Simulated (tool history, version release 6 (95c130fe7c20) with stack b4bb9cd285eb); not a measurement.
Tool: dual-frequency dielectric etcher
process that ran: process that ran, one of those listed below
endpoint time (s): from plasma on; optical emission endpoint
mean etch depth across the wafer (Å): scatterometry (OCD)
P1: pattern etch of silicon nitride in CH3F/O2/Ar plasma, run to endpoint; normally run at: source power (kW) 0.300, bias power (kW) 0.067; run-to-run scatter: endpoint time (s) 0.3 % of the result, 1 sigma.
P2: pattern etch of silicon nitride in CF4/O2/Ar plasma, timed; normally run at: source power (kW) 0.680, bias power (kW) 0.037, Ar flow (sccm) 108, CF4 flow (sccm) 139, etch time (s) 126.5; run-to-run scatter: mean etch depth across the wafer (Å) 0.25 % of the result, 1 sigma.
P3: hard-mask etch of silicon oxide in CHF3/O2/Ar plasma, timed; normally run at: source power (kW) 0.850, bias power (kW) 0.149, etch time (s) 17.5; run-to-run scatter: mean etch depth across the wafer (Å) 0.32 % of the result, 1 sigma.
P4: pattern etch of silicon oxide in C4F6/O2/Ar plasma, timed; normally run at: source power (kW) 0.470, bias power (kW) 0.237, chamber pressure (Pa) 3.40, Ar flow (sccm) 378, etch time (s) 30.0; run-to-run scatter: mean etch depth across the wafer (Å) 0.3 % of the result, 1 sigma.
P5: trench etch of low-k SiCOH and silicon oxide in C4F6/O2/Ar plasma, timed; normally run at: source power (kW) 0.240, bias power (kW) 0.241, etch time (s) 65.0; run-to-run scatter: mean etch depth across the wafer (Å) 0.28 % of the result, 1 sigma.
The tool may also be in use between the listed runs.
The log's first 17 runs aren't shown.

| run | hour | process that ran | source power (kW) | bias power (kW) | Ar flow (sccm) | CF4 flow (sccm) | etch time (s) | chamber pressure (Pa) | hours since the last wet clean | hours since the last source power generator calibration | hours since the last bias power generator calibration | endpoint time (s) | mean etch depth across the wafer (Å) |
|---|---|---|---|---|---|---|---|---|---|---|---|---|---|
| 18 | 143.9 | P4 | 0.470 | 0.237 | 378 |  | 30.0 | 4.20 | 489.6 | 2606.0 | 833.9 |  | 1091.10 |
| 19 | 150.4 | P2 | 0.680 | 0.037 | 108 | 139 | 181.5 |  | 496.1 | 2612.5 | 840.4 |  | 4158.70 |
| 20 | 156.9 | P4 | 0.470 | 0.173 | 378 |  | 30.0 | 3.40 | 502.6 | 2619.0 | 846.9 |  | 1017.30 |
| 21 | 164.7 | P1 | 0.370 | 0.067 |  |  |  |  | 510.4 | 2626.8 | 854.7 | 54.698 |  |
| 22 | 174.8 | P1 | 0.300 | 0.067 |  |  |  |  | 520.5 | 2636.9 | 864.8 | 59.449 |  |
| 23 | 184.9 | P5 | 0.240 | 0.158 |  |  | 65.0 |  | 530.6 | 2647.0 | 874.9 |  | 1619.30 |
| 24 | 194.4 | P4 | 0.470 | 0.237 | 378 |  | 45.0 | 3.40 | 540.1 | 2656.5 | 884.4 |  | 1681.80 |
| 25 | 202.0 | P1 | 0.300 | 0.067 |  |  |  |  | 547.7 | 2664.1 | 892.0 | 59.373 |  |
| 26 | 209.9 | P2 | 0.440 | 0.037 | 108 | 139 | 126.5 |  | 555.6 | 2672.0 | 899.9 |  | 1976.40 |
| 27 | 216.6 | P2 | 0.680 | 0.037 | 83 | 139 | 126.5 |  | 562.3 | 2678.7 | 906.6 |  | 2995.00 |
| 28 | 222.7 | P3 | 0.850 | 0.149 |  |  | 24.5 |  | 568.4 | 2684.8 | 912.7 |  | 521.43 |
| 29 | 230.7 | P5 | 0.320 | 0.241 |  |  | 65.0 |  | 576.4 | 2692.8 | 920.7 |  | 2085.20 |
| 30 | 235.6 | P2 | 0.680 | 0.037 | 108 | 139 | 126.5 |  | 581.3 | 2697.7 | 925.6 |  | 2894.70 |
| 31 | 243.3 | P1 | 0.300 | 0.067 |  |  |  |  | 589.0 | 2705.4 | 933.3 | 59.202 |  |
| 32 | 253.0 | P1 | 0.190 | 0.067 |  |  |  |  | 598.7 | 2715.1 | 943.0 | 70.975 |  |
| 33 | 258.8 | P1 | 0.220 | 0.044 |  |  |  |  | 604.5 | 2720.9 | 948.8 | 77.106 |  |
| 34 | 264.3 | P3 | 1.190 | 0.149 |  |  | 17.5 |  | 610.0 | 2726.4 | 954.3 |  | 426.77 |
| 35 | 273.6 | P1 | 0.300 | 0.049 |  |  |  |  | 619.3 | 2735.7 | 963.6 | 65.949 |  |
| 36 | 281.6 | P4 | 0.470 | 0.237 | 221 |  | 30.0 | 3.40 | 627.3 | 2743.7 | 971.6 |  | 1194.60 |
| 37 | 287.1 | P1 | 0.300 | 0.067 |  |  |  |  | 632.8 | 2749.2 | 977.1 | 59.318 |  |
| 38 | 298.1 | P1 | 0.300 | 0.067 |  |  |  |  | 643.8 | 2760.2 | 988.1 | 58.870 |  |

Forecast run 39:
| 39 | 305.9 | P1 | 0.300 | 0.067 |  |  |  |  | 651.6 | 2768.0 | 995.9 | ? |  |

endpoint time (s): 58.624

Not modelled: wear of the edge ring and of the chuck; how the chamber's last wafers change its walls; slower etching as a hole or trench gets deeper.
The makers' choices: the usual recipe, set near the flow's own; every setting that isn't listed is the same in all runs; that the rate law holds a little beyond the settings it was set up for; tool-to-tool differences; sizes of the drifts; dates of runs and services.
